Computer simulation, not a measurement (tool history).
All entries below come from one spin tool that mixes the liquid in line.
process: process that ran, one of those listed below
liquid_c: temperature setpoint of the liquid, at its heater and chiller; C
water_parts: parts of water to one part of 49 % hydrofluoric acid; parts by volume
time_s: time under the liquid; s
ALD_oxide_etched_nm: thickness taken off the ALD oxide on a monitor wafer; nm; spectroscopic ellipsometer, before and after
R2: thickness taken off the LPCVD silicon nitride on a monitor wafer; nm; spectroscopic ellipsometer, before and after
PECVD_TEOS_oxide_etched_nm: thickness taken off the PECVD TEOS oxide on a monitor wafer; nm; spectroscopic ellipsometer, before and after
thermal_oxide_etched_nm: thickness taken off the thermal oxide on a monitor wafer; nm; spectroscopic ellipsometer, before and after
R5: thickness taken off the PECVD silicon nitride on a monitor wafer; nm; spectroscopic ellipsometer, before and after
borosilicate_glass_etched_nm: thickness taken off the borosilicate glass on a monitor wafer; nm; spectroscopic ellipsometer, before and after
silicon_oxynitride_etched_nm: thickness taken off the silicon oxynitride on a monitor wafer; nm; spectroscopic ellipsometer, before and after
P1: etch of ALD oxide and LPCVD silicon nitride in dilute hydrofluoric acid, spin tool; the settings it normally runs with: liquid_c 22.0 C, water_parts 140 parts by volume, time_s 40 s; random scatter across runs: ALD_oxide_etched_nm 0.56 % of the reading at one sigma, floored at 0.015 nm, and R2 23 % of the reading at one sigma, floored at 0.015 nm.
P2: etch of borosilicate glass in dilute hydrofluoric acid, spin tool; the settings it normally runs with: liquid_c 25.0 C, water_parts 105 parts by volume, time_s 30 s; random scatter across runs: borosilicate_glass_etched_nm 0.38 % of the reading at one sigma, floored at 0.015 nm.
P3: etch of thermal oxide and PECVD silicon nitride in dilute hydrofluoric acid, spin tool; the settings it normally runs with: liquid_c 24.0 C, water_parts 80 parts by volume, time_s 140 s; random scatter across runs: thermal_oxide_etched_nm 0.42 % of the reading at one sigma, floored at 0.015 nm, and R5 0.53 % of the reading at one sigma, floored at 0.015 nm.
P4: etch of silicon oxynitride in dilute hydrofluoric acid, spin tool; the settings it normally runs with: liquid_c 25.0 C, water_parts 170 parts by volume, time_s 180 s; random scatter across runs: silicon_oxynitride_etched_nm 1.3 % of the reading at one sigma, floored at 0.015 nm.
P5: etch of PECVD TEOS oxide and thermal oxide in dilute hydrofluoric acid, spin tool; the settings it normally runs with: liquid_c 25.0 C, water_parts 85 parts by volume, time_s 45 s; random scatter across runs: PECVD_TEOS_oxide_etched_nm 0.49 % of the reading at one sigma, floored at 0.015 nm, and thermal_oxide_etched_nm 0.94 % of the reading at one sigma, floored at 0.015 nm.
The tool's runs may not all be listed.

Run 1, hour 13.5: process P1, liquid_c 22.0 C, water_parts 140 parts by volume, time_s 40 s. Result: ALD_oxide_etched_nm 8.3159 nm, R2 0.092527 nm.
Run 2, hour 27.9: process P5, liquid_c 25.0 C, water_parts 130 parts by volume, time_s 45 s. Result: PECVD_TEOS_oxide_etched_nm 3.6831 nm, thermal_oxide_etched_nm 1.5895 nm.
Run 3, hour 39.3: process P1, liquid_c 30.0 C, water_parts 140 parts by volume, time_s 40 s. Result: ALD_oxide_etched_nm 11.2600 nm, R2 0.235800 nm.
Run 4, hour 50.0: process P1, liquid_c 27.5 C, water_parts 140 parts by volume, time_s 15 s. Result: ALD_oxide_etched_nm 3.8323 nm, R2 0.082738 nm.
Run 5, hour 65.0: process P1, liquid_c 22.0 C, water_parts 80 parts by volume, time_s 40 s. Result: ALD_oxide_etched_nm 15.6590 nm, R2 0.252220 nm.
Run 6, hour 72.7: process P3, liquid_c 17.0 C, water_parts 80 parts by volume, time_s 140 s. Result: thermal_oxide_etched_nm 6.7886 nm, R5 4.3112 nm.
Run 7, hour 81.0: process P2, liquid_c 25.0 C, water_parts 60 parts by volume, time_s 30 s. Result: borosilicate_glass_etched_nm 14.6280 nm.
Run 8, hour 97.9: process P1, liquid_c 17.0 C, water_parts 140 parts by volume, time_s 40 s. Result: ALD_oxide_etched_nm 6.7787 nm, R2 0.052196 nm.
Run 9, hour 109.0: process P4, liquid_c 25.0 C, water_parts 170 parts by volume, time_s 180 s. Result: silicon_oxynitride_etched_nm 1.66460 nm.
Run 10, hour 120.8: process P1, liquid_c 26.5 C, water_parts 245 parts by volume, time_s 40 s. Result: ALD_oxide_etched_nm 4.9621 nm, R2 0.105410 nm.
Run 11, hour 134.4: process P1, liquid_c 22.0 C, water_parts 140 parts by volume, time_s 15 s. Result: ALD_oxide_etched_nm 3.1161 nm, R2 0.025565 nm.
Run 12, hour 145.2: process P3, liquid_c 24.0 C, water_parts 80 parts by volume, time_s 230 s. Result: thermal_oxide_etched_nm 15.0140 nm, R5 11.5000 nm.
Run 13, hour 155.7: process P2, liquid_c 25.0 C, water_parts 105 parts by volume, time_s 30 s. Result: borosilicate_glass_etched_nm 7.9199 nm.
Run 14, hour 167.2: process P2, liquid_c 25.0 C, water_parts 105 parts by volume, time_s 60 s. Result: borosilicate_glass_etched_nm 15.7390 nm.
Run 15, hour 179.3: process P2, liquid_c 21.0 C, water_parts 105 parts by volume, time_s 30 s. Result: borosilicate_glass_etched_nm 6.6803 nm.
Run 16, hour 190.7: process P3, liquid_c 24.0 C, water_parts 80 parts by volume, time_s 140 s. Result: thermal_oxide_etched_nm 9.1043 nm, R5 6.9686 nm.
Run 17, hour 204.2: process P3, liquid_c 24.0 C, water_parts 80 parts by volume, time_s 140 s. Result: thermal_oxide_etched_nm 9.2052 nm, R5 6.9792 nm.
Run 18, hour 213.5: process P1, liquid_c 22.0 C, water_parts 140 parts by volume, time_s 75 s. Result: ALD_oxide_etched_nm 15.6180 nm, R2 0.312410 nm.
Run 19, hour 225.7: process P5, liquid_c 25.0 C, water_parts 85 parts by volume, time_s 45 s. Result: PECVD_TEOS_oxide_etched_nm 5.9081 nm, thermal_oxide_etched_nm 2.5238 nm.
Run 20, hour 241.3: process P4, liquid_c 25.0 C, water_parts 305 parts by volume, time_s 180 s. Result: silicon_oxynitride_etched_nm 0.83329 nm.
Run 21, hour 253.4: process P1, liquid_c 22.0 C, water_parts 205 parts by volume, time_s 40 s. Result: ALD_oxide_etched_nm 5.3503 nm, R2 0.055369 nm.
Run 22, hour 264.1: process P3, liquid_c 24.0 C, water_parts 20 parts by volume, time_s 140 s. Result: thermal_oxide_etched_nm 39.3810 nm, R5 27.1260 nm.
Run 23, hour 275.2: process P5, liquid_c 25.0 C, water_parts 85 parts by volume, time_s 65 s. Result: PECVD_TEOS_oxide_etched_nm 8.5781 nm, thermal_oxide_etched_nm 3.6619 nm.
Run 24, hour 286.2: process P4, liquid_c 25.0 C, water_parts 170 parts by volume, time_s 180 s. Result: silicon_oxynitride_etched_nm 1.69520 nm.
Run 25, hour 299.5: process P1, liquid_c 22.0 C, water_parts 140 parts by volume, time_s 40 s. Result: ALD_oxide_etched_nm 8.3592 nm, R2 0.170250 nm.
Run 26, hour 314.2: process P2, liquid_c 25.0 C, water_parts 105 parts by volume, time_s 30 s. Result: borosilicate_glass_etched_nm 7.8954 nm.
Run 27, hour 323.7: process P5, liquid_c 17.5 C, water_parts 85 parts by volume, time_s 45 s. Result: PECVD_TEOS_oxide_etched_nm 4.3798 nm, thermal_oxide_etched_nm 1.8473 nm.
Run 28, hour 337.5: process P1, liquid_c 27.0 C, water_parts 250 parts by volume, time_s 40 s. Result: ALD_oxide_etched_nm 5.0397 nm, R2 0.107580 nm.
Run 29, hour 349.3: process P4, liquid_c 29.5 C, water_parts 170 parts by volume, time_s 180 s. Result: silicon_oxynitride_etched_nm 2.06590 nm.
Run 30, hour 360.7: process P1, liquid_c 22.0 C, water_parts 140 parts by volume, time_s 40 s. Result: ALD_oxide_etched_nm 8.3360 nm, R2 0.114060 nm.
Run 31, hour 375.5: process P1, liquid_c 22.0 C, water_parts 140 parts by volume, time_s 40 s. Result: ALD_oxide_etched_nm 8.4609 nm, R2 0.106990 nm.
Run 32, hour 383.7: process P5, liquid_c 25.0 C, water_parts 85 parts by volume, time_s 45 s. Result: PECVD_TEOS_oxide_etched_nm 5.9387 nm, thermal_oxide_etched_nm 2.5240 nm.
Run 33, hour 392.4: process P4, liquid_c 25.0 C, water_parts 170 parts by volume, time_s 315 s. Result: silicon_oxynitride_etched_nm 2.97060 nm.
Run 34, hour 400.1: process P1, liquid_c 22.0 C, water_parts 140 parts by volume, time_s 40 s. Result: ALD_oxide_etched_nm 8.3945 nm, R2 0.098864 nm.
Run 35, hour 411.8: process P1, liquid_c 22.0 C, water_parts 140 parts by volume, time_s 40 s. Result: ALD_oxide_etched_nm 8.6321 nm, R2 0.110850 nm.
Run 36, hour 422.4: process P1, liquid_c 22.0 C, water_parts 140 parts by volume, time_s 40 s. Result: ALD_oxide_etched_nm 8.6910 nm, R2 0.149050 nm.
Run 37, hour 432.5: process P1, liquid_c 22.0 C, water_parts 140 parts by volume, time_s 40 s. Result: ALD_oxide_etched_nm 8.8420 nm, R2 0.155510 nm.
Run 38, hour 440.0: process P1, liquid_c 22.0 C, water_parts 140 parts by volume, time_s 40 s. Result: ALD_oxide_etched_nm 8.9371 nm, R2 0.132430 nm.
Run 39, hour 455.5: process P1, liquid_c 22.0 C, water_parts 140 parts by volume, time_s 40 s. Result: ALD_oxide_etched_nm 9.0271 nm, R2 0.134880 nm.
Run 40, hour 467.3: process P1, liquid_c 22.0 C, water_parts 140 parts by volume, time_s 40 s. Result: ALD_oxide_etched_nm 9.0775 nm, R2 0.157490 nm.
Run 41, hour 481.6: process P1, liquid_c 22.0 C, water_parts 140 parts by volume, time_s 40 s. Result: ALD_oxide_etched_nm 9.0257 nm, R2 0.128730 nm.
Run 42, hour 496.2: process P1, liquid_c 22.0 C, water_parts 140 parts by volume, time_s 40 s. Result: ALD_oxide_etched_nm 9.2013 nm, R2 0.140180 nm.
Run 43, hour 513.0: process P1, liquid_c 22.0 C, water_parts 140 parts by volume, time_s 40 s. Result: ALD_oxide_etched_nm 9.1691 nm, R2 0.111100 nm.
Run 44, hour 526.9: process P1, liquid_c 22.0 C, water_parts 140 parts by volume, time_s 40 s. Result: ALD_oxide_etched_nm 9.2519 nm, R2 0.135430 nm.
Run 45, hour 534.3: process P1, liquid_c 22.0 C, water_parts 140 parts by volume, time_s 40 s. Result: ALD_oxide_etched_nm 9.1378 nm, R2 0.135580 nm.

Compared with where it was, what P1 gives has crept away. Each cause listed below fits the log as well as the rest, at the size given for it:
A: liquid hotter than its thermometer reads (K) = 2.38
B: hydrofluoric acid flow above the setpoint (%) = 8.34
The process output started creeping at around hour 400.1.

Each of the 4 check runs below uses one wafer; its results are left as question marks. Which run tells the causes apart?
Run check 1, hour 541.7: process P3, liquid_c 24.0 C, water_parts 80 parts by volume, time_s 140 s. Result: thermal_oxide_etched_nm ?, R5 ?.
Run check 2, hour 541.7: process P2, liquid_c 25.0 C, water_parts 105 parts by volume, time_s 30 s. Result: borosilicate_glass_etched_nm ?.
Run check 3, hour 541.7: process P5, liquid_c 25.0 C, water_parts 85 parts by volume, time_s 45 s. Result: PECVD_TEOS_oxide_etched_nm ?, thermal_oxide_etched_nm ?.
Run check 4, hour 541.7: process P4, liquid_c 25.0 C, water_parts 170 parts by volume, time_s 180 s. Result: silicon_oxynitride_etched_nm ?.

Predicted outcomes, by check and by cause:
  check                        result     if A     if B
check 1       thermal_oxide_etched_nm  10.0450   9.9777
check 1                            R5   8.1995   7.5852
check 2  borosilicate_glass_etched_nm   8.6657   8.6498
check 3    PECVD_TEOS_oxide_etched_nm   6.5099   6.4775
check 3       thermal_oxide_etched_nm   2.7773   2.7635
check 4  silicon_oxynitride_etched_nm  1.86020  1.83260
Per check, the gap between the least separated pair of causes, taken in the result that splits them most: check 1 7.79 %; check 2 0.18 %; check 3 0.5 %; check 4 1.49 %
Of the check runs offered, only check 1 discriminates between the causes; the rest would read about the same regardless of which cause applies.

Here is what check 1 returned: thermal_oxide_etched_nm 10.0080 nm; R5 8.2816 nm. Which cause is it?

A is the cause: liquid hotter than its thermometer reads (K).
